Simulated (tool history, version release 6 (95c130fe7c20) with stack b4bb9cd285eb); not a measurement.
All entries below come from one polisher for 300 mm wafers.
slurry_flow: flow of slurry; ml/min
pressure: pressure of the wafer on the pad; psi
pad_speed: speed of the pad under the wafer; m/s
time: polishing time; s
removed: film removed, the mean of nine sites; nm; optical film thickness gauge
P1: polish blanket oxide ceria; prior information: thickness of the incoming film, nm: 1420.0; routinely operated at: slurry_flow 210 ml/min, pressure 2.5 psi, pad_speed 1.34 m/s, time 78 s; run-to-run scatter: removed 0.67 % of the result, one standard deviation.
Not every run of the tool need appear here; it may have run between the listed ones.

{"run": 1, "day": 0.188, "slurry_flow": 210, "pressure": 2.5, "pad_speed": 1.34, "time": 78, "removed": 434.74}
{"run": 2, "day": 0.329, "slurry_flow": 210, "pressure": 2.5, "pad_speed": 1.34, "time": 78, "removed": 434.85}
{"run": 3, "day": 0.475, "slurry_flow": 210, "pressure": 1.6, "pad_speed": 1.34, "time": 78, "removed": 275.13}
{"run": 4, "day": 0.804, "slurry_flow": 210, "pressure": 2.5, "pad_speed": 0.84, "time": 107, "removed": 373.91}
{"run": 5, "day": 1.038, "slurry_flow": 210, "pressure": 2.5, "pad_speed": 1.34, "time": 78, "removed": 431.44}
{"run": 6, "day": 1.179, "slurry_flow": 210, "pressure": 2.5, "pad_speed": 1.34, "time": 35, "removed": 193.5}
{"run": 7, "day": 1.325, "slurry_flow": 210, "pressure": 2.5, "pad_speed": 1.34, "time": 119, "removed": 656.8}
{"day": 1.529, "done": "worn pad replaced by a new one"}
{"run": 8, "day": 1.55, "slurry_flow": 210, "pressure": 2.5, "pad_speed": 0.98, "time": 78, "removed": 316.97}
{"run": 9, "day": 1.75, "slurry_flow": 330, "pressure": 2.5, "pad_speed": 1.34, "time": 78, "removed": 454.72}
{"run": 10, "day": 1.992, "slurry_flow": 210, "pressure": 2.5, "pad_speed": 1.34, "time": 78, "removed": 435.48}
{"run": 11, "day": 2.217, "slurry_flow": 210, "pressure": 2.5, "pad_speed": 1.94, "time": 78, "removed": 628.39}
{"day": 2.379, "done": "head pressure recalibrated"}
{"run": 12, "day": 2.517, "slurry_flow": 125, "pressure": 2.5, "pad_speed": 1.98, "time": 78, "removed": 589.46}
{"run": 13, "day": 2.754, "slurry_flow": 150, "pressure": 2.5, "pad_speed": 1.34, "time": 78, "removed": 410.77}
{"run": 14, "day": 3.046, "slurry_flow": 210, "pressure": 3.3, "pad_speed": 1.34, "time": 78, "removed": 572.22}
{"run": 15, "day": 3.275, "slurry_flow": 160, "pressure": 2.5, "pad_speed": 1.34, "time": 40, "removed": 213.36}
{"run": 16, "day": 3.421, "slurry_flow": 210, "pressure": 2.5, "pad_speed": 1.34, "time": 78, "removed": 432.18}
{"run": 17, "day": 3.567, "slurry_flow": 210, "pressure": 2.5, "pad_speed": 1.34, "time": 78, "removed": 423.91}
{"run": 18, "day": 3.796, "slurry_flow": 210, "pressure": 2.5, "pad_speed": 1.34, "time": 78, "removed": 417.08}
{"run": 19, "day": 3.983, "slurry_flow": 210, "pressure": 2.5, "pad_speed": 1.34, "time": 78, "removed": 405.31}
{"run": 20, "day": 4.208, "slurry_flow": 210, "pressure": 2.5, "pad_speed": 1.34, "time": 78, "removed": 407.45}
{"run": 21, "day": 4.417, "slurry_flow": 210, "pressure": 2.5, "pad_speed": 1.34, "time": 78, "removed": 404.75}
{"day": 4.492, "done": "worn pad replaced by a new one"}
{"run": 22, "day": 4.704, "slurry_flow": 210, "pressure": 2.5, "pad_speed": 1.34, "time": 78, "removed": 401.74}
{"run": 23, "day": 4.883, "slurry_flow": 210, "pressure": 2.5, "pad_speed": 1.34, "time": 78, "removed": 402.82}
{"run": 24, "day": 5.104, "slurry_flow": 210, "pressure": 2.5, "pad_speed": 1.34, "time": 78, "removed": 399.5}
{"run": 25, "day": 5.383, "slurry_flow": 210, "pressure": 2.5, "pad_speed": 1.34, "time": 78, "removed": 404.04}
{"run": 26, "day": 5.554, "slurry_flow": 210, "pressure": 2.5, "pad_speed": 1.34, "time": 78, "removed": 396.21}
{"run": 27, "day": 5.783, "slurry_flow": 210, "pressure": 2.5, "pad_speed": 1.34, "time": 78, "removed": 403.97}

Something has made what P1 gives creep away from where it was; the 2 causes below, each at its own stated size, fit the log equally well:
A: slurry flow missing at the pad, % = 38.6
B: head's pressure below its setpoint, % = 7.51
At approximately day 3.421, the process output began to creep.
Excluded causes, each with its reason:
removal rate lost through wear of the pad, %: its service at day 4.492 followed the start of the drift and did not put the process back to its old value

Which of the check runs below tells the causes apart, meaning the causes would give it clearly different results? Each run uses 5 wafers whose results are averaged, and each result is shown as a question mark.
{"run": "check 1", "day": 6.012, "slurry_flow": 210, "pressure": 3.2, "pad_speed": 1.34, "time": 53, "removed": "?"}
{"run": "check 2", "day": 6.012, "slurry_flow": 305, "pressure": 2.5, "pad_speed": 1.34, "time": 78, "removed": "?"}
{"run": "check 3", "day": 6.012, "slurry_flow": 210, "pressure": 2.5, "pad_speed": 1.34, "time": 61, "removed": "?"}
{"run": "check 4", "day": 6.012, "slurry_flow": 210, "pressure": 1.8, "pad_speed": 1.34, "time": 78, "removed": "?"}

Predicted outcomes, by check and by cause:
check=check_1 result=removed if_A=347.74 if_B=347.77
check=check_2 result=removed if_A=425.75 if_B=416.06
check=check_3 result=removed if_A=312.68 if_B=312.70
check=check_4 result=removed if_A=287.87 if_B=287.89
Minimum pairwise separation of causes per check, each pair taken at its best-separating result: check 1 0.01 %; check 2 2.3 %; check 3 0.01 %; check 4 0.01 %
Check 2 distinguishes between the causes, while the remaining checks would return nearly the same result for all of them.

Check 2 has now been run. It gave: removed 417.31 nm. Which of the candidate causes is it?

The cause is B: head's pressure below its setpoint, %.

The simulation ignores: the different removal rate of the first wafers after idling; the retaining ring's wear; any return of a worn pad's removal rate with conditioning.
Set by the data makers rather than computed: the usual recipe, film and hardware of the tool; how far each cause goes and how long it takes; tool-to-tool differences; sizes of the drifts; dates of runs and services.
